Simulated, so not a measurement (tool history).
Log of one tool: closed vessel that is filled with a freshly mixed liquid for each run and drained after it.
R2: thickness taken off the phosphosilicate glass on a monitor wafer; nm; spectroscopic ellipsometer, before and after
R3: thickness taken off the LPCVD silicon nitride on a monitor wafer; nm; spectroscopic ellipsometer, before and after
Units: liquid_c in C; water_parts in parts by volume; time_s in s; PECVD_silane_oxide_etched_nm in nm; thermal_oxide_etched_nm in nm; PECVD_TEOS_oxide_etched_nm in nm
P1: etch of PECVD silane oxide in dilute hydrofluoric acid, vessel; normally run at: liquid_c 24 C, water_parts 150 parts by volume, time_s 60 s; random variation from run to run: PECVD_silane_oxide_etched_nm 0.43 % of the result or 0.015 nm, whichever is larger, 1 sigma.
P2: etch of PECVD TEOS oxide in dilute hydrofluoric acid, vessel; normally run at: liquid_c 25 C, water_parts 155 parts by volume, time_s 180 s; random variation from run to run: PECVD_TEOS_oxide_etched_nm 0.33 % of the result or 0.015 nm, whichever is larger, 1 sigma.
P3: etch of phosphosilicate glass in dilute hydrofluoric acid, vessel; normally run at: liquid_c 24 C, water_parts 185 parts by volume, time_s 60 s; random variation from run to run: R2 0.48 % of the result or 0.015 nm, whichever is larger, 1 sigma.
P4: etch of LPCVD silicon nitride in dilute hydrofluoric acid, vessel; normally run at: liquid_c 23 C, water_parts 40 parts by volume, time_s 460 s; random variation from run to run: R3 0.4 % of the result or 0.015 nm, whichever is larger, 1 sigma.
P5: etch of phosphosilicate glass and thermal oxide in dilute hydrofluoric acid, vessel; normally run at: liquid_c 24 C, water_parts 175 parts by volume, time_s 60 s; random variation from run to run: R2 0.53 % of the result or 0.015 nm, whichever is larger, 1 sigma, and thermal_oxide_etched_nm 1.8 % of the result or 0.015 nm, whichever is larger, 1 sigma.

{"run": 1, "day": 0.325, "process": "P1", "liquid_c": 24, "water_parts": 150, "time_s": 60, "PECVD_silane_oxide_etched_nm": 12.927}
{"run": 2, "day": 0.817, "process": "P3", "liquid_c": 24, "water_parts": 100, "time_s": 60, "R2": 46.411}
{"run": 3, "day": 1.296, "process": "P4", "liquid_c": 23, "water_parts": 65, "time_s": 460, "R3": 3.1103}
{"run": 4, "day": 1.654, "process": "P1", "liquid_c": 24, "water_parts": 150, "time_s": 60, "PECVD_silane_oxide_etched_nm": 12.797}
{"run": 5, "day": 2.017, "process": "P4", "liquid_c": 23, "water_parts": 40, "time_s": 460, "R3": 5.0505}
{"run": 6, "day": 2.496, "process": "P3", "liquid_c": 24, "water_parts": 185, "time_s": 120, "R2": 45.895}
{"run": 7, "day": 2.867, "process": "P3", "liquid_c": 24, "water_parts": 185, "time_s": 60, "R2": 22.81}
{"run": 8, "day": 3.096, "process": "P1", "liquid_c": 32.5, "water_parts": 150, "time_s": 60, "PECVD_silane_oxide_etched_nm": 17.567}
{"run": 9, "day": 3.438, "process": "P5", "liquid_c": 29.5, "water_parts": 175, "time_s": 60, "R2": 28.641, "thermal_oxide_etched_nm": 1.8536}
{"run": 10, "day": 3.871, "process": "P3", "liquid_c": 30.5, "water_parts": 185, "time_s": 60, "R2": 28.825}
{"run": 11, "day": 4.242, "process": "P5", "liquid_c": 24, "water_parts": 175, "time_s": 60, "R2": 23.474, "thermal_oxide_etched_nm": 1.4812}
{"run": 12, "day": 4.617, "process": "P2", "liquid_c": 32, "water_parts": 155, "time_s": 180, "PECVD_TEOS_oxide_etched_nm": 19.663}
{"run": 13, "day": 4.971, "process": "P1", "liquid_c": 24, "water_parts": 245, "time_s": 100, "PECVD_silane_oxide_etched_nm": 11.778}
{"run": 14, "day": 5.262, "process": "P1", "liquid_c": 24, "water_parts": 150, "time_s": 60, "PECVD_silane_oxide_etched_nm": 12.843}
{"run": 15, "day": 5.7, "process": "P2", "liquid_c": 25, "water_parts": 155, "time_s": 50, "PECVD_TEOS_oxide_etched_nm": 4.2384}
{"run": 16, "day": 5.988, "process": "P1", "liquid_c": 24, "water_parts": 150, "time_s": 30, "PECVD_silane_oxide_etched_nm": 6.4031}
{"run": 17, "day": 6.325, "process": "P4", "liquid_c": 23, "water_parts": 40, "time_s": 805, "R3": 8.7844}
{"run": 18, "day": 6.779, "process": "P1", "liquid_c": 24, "water_parts": 150, "time_s": 115, "PECVD_silane_oxide_etched_nm": 24.626}
{"run": 19, "day": 7.05, "process": "P1", "liquid_c": 24, "water_parts": 40, "time_s": 60, "PECVD_silane_oxide_etched_nm": 55.399}
{"run": 20, "day": 7.517, "process": "P1", "liquid_c": 24, "water_parts": 150, "time_s": 60, "PECVD_silane_oxide_etched_nm": 12.868}
{"run": 21, "day": 7.979, "process": "P5", "liquid_c": 24, "water_parts": 175, "time_s": 110, "R2": 42.467, "thermal_oxide_etched_nm": 2.7026}
{"run": 22, "day": 8.329, "process": "P1", "liquid_c": 24, "water_parts": 220, "time_s": 60, "PECVD_silane_oxide_etched_nm": 8.0804}

Run 23 comes next. What will it give?
{"run": 23, "day": 8.758, "process": "P5", "liquid_c": 24, "water_parts": 175, "time_s": 60, "R2": "?", "thermal_oxide_etched_nm": "?"}

R2: 23.294 nm
thermal_oxide_etched_nm: 1.4925 nm
